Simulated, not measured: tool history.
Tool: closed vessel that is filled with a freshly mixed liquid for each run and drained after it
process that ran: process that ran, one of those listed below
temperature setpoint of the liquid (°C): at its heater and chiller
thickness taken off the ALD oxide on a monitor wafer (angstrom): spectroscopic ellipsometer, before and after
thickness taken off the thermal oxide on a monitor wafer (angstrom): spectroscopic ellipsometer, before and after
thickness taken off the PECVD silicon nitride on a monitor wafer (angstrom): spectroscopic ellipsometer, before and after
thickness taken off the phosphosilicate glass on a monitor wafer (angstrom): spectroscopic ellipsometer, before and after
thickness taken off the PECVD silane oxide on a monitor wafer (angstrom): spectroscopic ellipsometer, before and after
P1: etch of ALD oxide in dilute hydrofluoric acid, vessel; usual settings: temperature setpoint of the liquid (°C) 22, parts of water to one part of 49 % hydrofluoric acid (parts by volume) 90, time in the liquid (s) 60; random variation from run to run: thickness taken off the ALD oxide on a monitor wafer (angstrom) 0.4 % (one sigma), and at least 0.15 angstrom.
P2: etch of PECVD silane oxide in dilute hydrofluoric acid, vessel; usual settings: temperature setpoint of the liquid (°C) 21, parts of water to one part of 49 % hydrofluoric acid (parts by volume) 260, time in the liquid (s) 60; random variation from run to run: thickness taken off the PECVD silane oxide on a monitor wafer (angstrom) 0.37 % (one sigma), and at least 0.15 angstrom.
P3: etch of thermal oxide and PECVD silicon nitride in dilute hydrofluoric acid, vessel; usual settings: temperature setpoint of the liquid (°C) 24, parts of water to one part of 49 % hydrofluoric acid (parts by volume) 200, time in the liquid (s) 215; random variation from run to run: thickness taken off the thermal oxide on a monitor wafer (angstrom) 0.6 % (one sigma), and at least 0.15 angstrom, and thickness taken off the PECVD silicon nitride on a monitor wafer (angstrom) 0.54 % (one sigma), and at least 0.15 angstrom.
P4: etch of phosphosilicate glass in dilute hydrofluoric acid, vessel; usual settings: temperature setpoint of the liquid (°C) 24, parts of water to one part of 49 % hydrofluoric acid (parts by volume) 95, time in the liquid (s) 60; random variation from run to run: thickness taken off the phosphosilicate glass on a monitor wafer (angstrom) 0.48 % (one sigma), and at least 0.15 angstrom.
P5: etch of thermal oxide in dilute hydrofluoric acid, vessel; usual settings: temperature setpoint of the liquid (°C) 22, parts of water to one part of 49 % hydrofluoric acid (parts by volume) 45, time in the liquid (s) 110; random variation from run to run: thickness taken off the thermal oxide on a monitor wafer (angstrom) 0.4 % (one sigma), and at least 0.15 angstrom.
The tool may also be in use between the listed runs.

run   hour  process that ran  temperature setpoint of the liquid (°C)  parts of water to one part of 49 % hydrofluoric acid (parts by volume)  time in the liquid (s)  thickness taken off the ALD oxide on a monitor wafer (angstrom)  thickness taken off the thermal oxide on a monitor wafer (angstrom)  thickness taken off the PECVD silicon nitride on a monitor wafer (angstrom)  thickness taken off the phosphosilicate glass on a monitor wafer (angstrom)  thickness taken off the PECVD silane oxide on a monitor wafer (angstrom)
  1    9.6                P1                                       22                                                                      90                      60                                                           117.55
  2   16.2                P3                                       32                                                                     200                     215                                                                                                                                62.027                                                                       75.095
  3   24.8                P1                                       22                                                                      90                      60                                                           118.07
  4   30.9                P3                                       24                                                                     200                     420                                                                                                                                91.558                                                                       90.434
  5   39.1                P4                                       24                                                                      95                      30                                                                                                                                                                                                                                                                                          191.65
  6   44.5                P2                                       21                                                                     260                     100                                                                                                                                                                                                                                                                                                                                                                    149.79
  7   51.8                P5                                       22                                                                      45                     110                                                                                                                                103.56
  8   60.6                P2                                     17.5                                                                     260                      60                                                                                                                                                                                                                                                                                                                                                                    77.637
  9   66.7                P3                                       24                                                                     200                     215                                                                                                                                47.156                                                                       45.788
 10   71.6                P1                                       22                                                                     155                      60                                                           63.089
 11   77.4                P1                                       22                                                                      90                     110                                                           215.34
 12   86.3                P3                                       24                                                                     200                     215                                                                                                                                46.441                                                                       46.325
 13   94.5                P5                                       22                                                                      45                     110                                                                                                                                104.42
 14  103.6                P1                                       22                                                                      30                      60                                                           379.59
 15  111.6                P5                                       22                                                                      45                     205                                                                                                                                193.74
 16  119.9                P4                                     31.5                                                                      95                      60                                                                                                                                                                                                                                                                                          512.17
 17  125.3                P5                                       22                                                                      65                     110                                                                                                                                70.107
 18    134                P5                                       17                                                                      45                     110                                                                                                                                83.904
 19  141.1                P2                                       21                                                                      85                      60                                                                                                                                                                                                                                                                                                                                                                    325.94
 20  146.8                P1                                       22                                                                      90                      30                                                           58.745
 21  154.5                P1                                       28                                                                      90                      60                                                           148.83
 22    163                P2                                       21                                                                     260                      60                                                                                                                                                                                                                                                                                                                                                                    89.762
 23  170.4                P1                                     29.5                                                                      90                      30                                                           78.867
 24  175.7                P1                                     18.5                                                                      90                      30                                                             50.8

The next listed run, before its measurement:
 25  182.5                P1                                       22                                                                      90                      60                                                                ?

Run 25 gave thickness taken off the ALD oxide on a monitor wafer (angstrom) 117.06.

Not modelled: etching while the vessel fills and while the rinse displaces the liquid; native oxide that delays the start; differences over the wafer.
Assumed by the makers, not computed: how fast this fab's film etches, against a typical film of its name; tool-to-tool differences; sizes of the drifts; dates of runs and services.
